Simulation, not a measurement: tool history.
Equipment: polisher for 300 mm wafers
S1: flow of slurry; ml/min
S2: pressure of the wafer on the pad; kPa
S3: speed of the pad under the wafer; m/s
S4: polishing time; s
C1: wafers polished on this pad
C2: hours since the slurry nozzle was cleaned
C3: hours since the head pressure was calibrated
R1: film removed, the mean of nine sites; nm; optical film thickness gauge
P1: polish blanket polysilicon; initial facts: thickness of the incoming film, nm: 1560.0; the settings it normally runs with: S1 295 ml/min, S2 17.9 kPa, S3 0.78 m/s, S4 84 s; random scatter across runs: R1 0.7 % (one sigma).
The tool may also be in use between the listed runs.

run   hour   S1    S2    S3   S4    C1     C2     C3      R1
  1    5.3  295  17.9  0.78   84   564  282.6  452.5  450.43
  2    9.8  175  17.9  0.78  114   596  287.1    457   571.3
  3   16.8  295  17.9  0.78   84   646  294.1    464  451.76
  4   23.5  295  17.9  0.78   84   695  300.8  470.7  451.66
  5   30.1  295  13.1  0.78   84   742  307.4  477.3  332.43
  6   34.3  295  17.9  0.78   84   772  311.6  481.5  448.41
  7   42.4  295  17.9  0.78   84   831  319.7  489.6  452.09
  8   50.3  385  17.9  0.78   84   887  327.6  497.5  464.07
  9   55.8  295  17.9  0.78  120   927  333.1    503  647.72
 10   63.9  295     9  1.02   84   985  341.2  511.1  298.72
        67  -- slurry nozzle cleaned
 11   67.7  295  26.2  0.78   84  1012    0.7  514.9  661.15
 12   75.7  295  17.9  0.78   38  1070    8.7  522.9  202.98
 13   83.8  295  17.9  1.22   84  1128   16.8    531  705.82
 14   89.6  295  17.9  0.54   84  1170   22.6  536.8  315.79
 15   97.3  295  17.9  0.78   84  1225   30.3  544.5   453.8
 16  102.2  295  17.9  0.78   84  1260   35.2  549.4  454.28
 17  107.4  175  17.9  0.78   84  1298   40.4  554.6  428.24
 18  115.3  295  17.9  0.78   84  1355   48.3  562.5  454.12
 19  122.7  295  17.9  0.78   84  1408   55.7  569.9  446.74
 20  130.4  295  17.9  0.78   84  1463   63.4  577.6   446.3
 21  135.5  295  17.9  0.78   84  1500   68.5  582.7   440.8
     142.6  -- head pressure recalibrated
 22  142.9  295  17.9  0.78   84  1553   75.9    0.4  434.38
 23  146.8  295  17.9  0.78   84  1581   79.8    4.3  435.46
 24  150.7  295  17.9  0.78   84  1609   83.7    8.2  435.42
 25  154.5  295  17.9  0.78   84  1636   87.5     12  439.38
 26  158.6  295  17.9  0.78   84  1666   91.6   16.1  443.41
 27  165.4  295  17.9  0.78   84  1715   98.4   22.9  438.33
 28  172.4  295  17.9  0.78   84  1765  105.4   29.9   438.6

What P1 gives has crept away from where it was. These 2 causes fit the log equally well, each at the size given:
A: slurry flow missing at the pad, % = 31.9
B: removal rate lost through wear of the pad, % = 4.13
The onset of the drift is placed at about hour 115.3.
Why every other cause is out:
head's pressure below its setpoint, %: serviced at hour 142.6, which brought nothing back

You are offered 4 check runs, listed below with question marks in place of their results; each one averages 5 wafers. Which run separates the listed causes by giving clearly different results for each?
check 1  179.4  295  17.9  1.04  84               ?
check 2  179.4  295  22.8  0.78  84               ?
check 3  179.4  295  23.4  0.98  84               ?
check 4  179.4  175  17.9  0.78  84               ?

How each check would come out, cause by cause:
  check  result    if A    if B
check 1      R1  579.18  579.21
check 2      R1  551.34  551.36
check 3      R1   713.7  713.73
check 4      R1  397.75  408.48
Per-check spread between the two closest causes, in the result where they differ most: check 1 0 %; check 2 0 %; check 3 0 %; check 4 2.66 %
Only in check 4 would the causes give clearly different results; in the remaining checks their results would be nearly the same.

Check 4 has now been run. It gave: R1 406.58 nm. Which of the candidate causes is it?

It was cause B: removal rate lost through wear of the pad, %.
